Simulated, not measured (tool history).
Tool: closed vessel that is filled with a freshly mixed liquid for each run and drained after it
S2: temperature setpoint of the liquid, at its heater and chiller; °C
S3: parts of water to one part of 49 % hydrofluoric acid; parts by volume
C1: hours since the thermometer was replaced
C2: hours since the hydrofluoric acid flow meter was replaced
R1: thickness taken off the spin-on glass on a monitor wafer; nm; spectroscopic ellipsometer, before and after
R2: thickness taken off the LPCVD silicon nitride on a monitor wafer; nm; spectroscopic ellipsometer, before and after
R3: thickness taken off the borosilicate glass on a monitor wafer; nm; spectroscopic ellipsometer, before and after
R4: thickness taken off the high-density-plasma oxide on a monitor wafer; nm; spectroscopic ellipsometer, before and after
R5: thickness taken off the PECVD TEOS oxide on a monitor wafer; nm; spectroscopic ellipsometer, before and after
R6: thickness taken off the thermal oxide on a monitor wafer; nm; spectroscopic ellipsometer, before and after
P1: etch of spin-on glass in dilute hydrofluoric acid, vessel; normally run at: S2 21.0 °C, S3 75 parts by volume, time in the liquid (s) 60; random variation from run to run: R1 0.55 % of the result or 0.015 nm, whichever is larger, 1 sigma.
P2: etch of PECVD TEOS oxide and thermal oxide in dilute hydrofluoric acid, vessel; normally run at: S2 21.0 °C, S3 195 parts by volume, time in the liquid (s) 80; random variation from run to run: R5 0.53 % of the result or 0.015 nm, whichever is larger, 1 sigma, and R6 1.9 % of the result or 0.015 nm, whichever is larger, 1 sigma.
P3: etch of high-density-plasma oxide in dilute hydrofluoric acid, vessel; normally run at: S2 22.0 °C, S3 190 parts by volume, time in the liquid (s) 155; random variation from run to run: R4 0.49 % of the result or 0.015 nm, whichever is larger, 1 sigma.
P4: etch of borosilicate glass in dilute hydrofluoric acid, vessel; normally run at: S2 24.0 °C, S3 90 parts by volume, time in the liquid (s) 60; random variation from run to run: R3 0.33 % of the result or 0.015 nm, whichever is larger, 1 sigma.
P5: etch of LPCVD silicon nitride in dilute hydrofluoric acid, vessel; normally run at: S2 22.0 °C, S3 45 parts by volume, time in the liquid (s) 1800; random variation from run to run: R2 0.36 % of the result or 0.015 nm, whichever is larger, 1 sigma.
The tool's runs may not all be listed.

Run 1, hour 9.5: process that ran P1, S2 21.0 °C, S3 75 parts by volume, time in the liquid (s) 60; C1 1004.6; C2 1153.5. Result: R1 15.0910 nm.
Run 2, hour 20.0: process that ran P1, S2 17.0 °C, S3 75 parts by volume, time in the liquid (s) 60; C1 1015.1; C2 1164.0. Result: R1 12.8470 nm.
Run 3, hour 36.3: process that ran P1, S2 21.0 °C, S3 75 parts by volume, time in the liquid (s) 60; C1 1031.4; C2 1180.3. Result: R1 15.2220 nm.
Run 4, hour 47.7: process that ran P5, S2 22.0 °C, S3 45 parts by volume, time in the liquid (s) 1800; C1 1042.8; C2 1191.7. Result: R2 15.1540 nm.
Run 5, hour 62.8: process that ran P5, S2 22.0 °C, S3 70 parts by volume, time in the liquid (s) 1800; C1 1057.9; C2 1206.8. Result: R2 9.8681 nm.
Run 6, hour 75.4: process that ran P1, S2 21.0 °C, S3 110 parts by volume, time in the liquid (s) 30; C1 1070.5; C2 1219.4. Result: R1 5.0098 nm.
Run 7, hour 86.0: process that ran P1, S2 21.0 °C, S3 75 parts by volume, time in the liquid (s) 95; C1 1081.1; C2 1230.0. Result: R1 23.9850 nm.
Run 8, hour 99.7: process that ran P4, S2 24.0 °C, S3 55 parts by volume, time in the liquid (s) 60; C1 1094.8; C2 1243.7. Result: R3 43.596 nm.
Run 9, hour 115.1: process that ran P3, S2 22.0 °C, S3 100 parts by volume, time in the liquid (s) 155; C1 1110.2; C2 1259.1. Result: R4 10.0780 nm.
Run 10, hour 132.1: process that ran P4, S2 24.0 °C, S3 90 parts by volume, time in the liquid (s) 30; C1 1127.2; C2 1276.1. Result: R3 12.741 nm.
Run 11, hour 143.6: process that ran P4, S2 24.0 °C, S3 90 parts by volume, time in the liquid (s) 60; C1 1138.7; C2 1287.6. Result: R3 25.374 nm.
Run 12, hour 153.7: process that ran P1, S2 29.5 °C, S3 75 parts by volume, time in the liquid (s) 60; C1 1148.8; C2 1297.7. Result: R1 21.3670 nm.
Run 13, hour 169.5: process that ran P5, S2 17.0 °C, S3 45 parts by volume, time in the liquid (s) 1800; C1 1164.6; C2 1313.5. Result: R2 10.7640 nm.
Run 14, hour 176.9: process that ran P1, S2 21.0 °C, S3 35 parts by volume, time in the liquid (s) 95; C1 1172.0; C2 1320.9. Result: R1 54.5430 nm.
Run 15, hour 191.0: process that ran P1, S2 21.0 °C, S3 25 parts by volume, time in the liquid (s) 60; C1 1186.1; C2 1335.0. Result: R1 48.5790 nm.
Run 16, hour 205.8: process that ran P1, S2 21.0 °C, S3 115 parts by volume, time in the liquid (s) 60; C1 1200.9; C2 1349.8. Result: R1 9.4776 nm.
Run 17, hour 216.1: process that ran P1, S2 21.0 °C, S3 75 parts by volume, time in the liquid (s) 60; C1 1211.2; C2 1360.1. Result: R1 15.3460 nm.
At hour 223.4: thermometer replaced.
Run 18, hour 225.4: process that ran P5, S2 22.0 °C, S3 45 parts by volume, time in the liquid (s) 3380; C1 2.1; C2 1369.4. Result: R2 28.5670 nm.
Run 19, hour 233.8: process that ran P1, S2 21.0 °C, S3 75 parts by volume, time in the liquid (s) 60; C1 10.5; C2 1377.8. Result: R1 15.2970 nm.
Run 20, hour 246.2: process that ran P2, S2 21.0 °C, S3 340 parts by volume, time in the liquid (s) 80; C1 22.9; C2 1390.2. Result: R5 1.9515 nm, R6 0.73985 nm.
Run 21, hour 259.4: process that ran P4, S2 18.5 °C, S3 90 parts by volume, time in the liquid (s) 60; C1 36.1; C2 1403.4. Result: R3 20.269 nm.
Run 22, hour 274.3: process that ran P3, S2 26.5 °C, S3 190 parts by volume, time in the liquid (s) 155; C1 51.0; C2 1418.3. Result: R4 5.6777 nm.
Run 23, hour 288.5: process that ran P2, S2 25.0 °C, S3 195 parts by volume, time in the liquid (s) 80; C1 65.2; C2 1432.5. Result: R5 4.5538 nm, R6 1.75330 nm.
Run 24, hour 301.9: process that ran P3, S2 22.0 °C, S3 190 parts by volume, time in the liquid (s) 75; C1 78.6; C2 1445.9. Result: R4 2.3352 nm.

The next listed run, before its measurement:
Run 25, hour 316.4: process that ran P2, S2 21.0 °C, S3 195 parts by volume, time in the liquid (s) 80; C1 93.1; C2 1460.4. Result: R5 ?, R6 ?.

R5: 3.9114 nm
R6: 1.51580 nm

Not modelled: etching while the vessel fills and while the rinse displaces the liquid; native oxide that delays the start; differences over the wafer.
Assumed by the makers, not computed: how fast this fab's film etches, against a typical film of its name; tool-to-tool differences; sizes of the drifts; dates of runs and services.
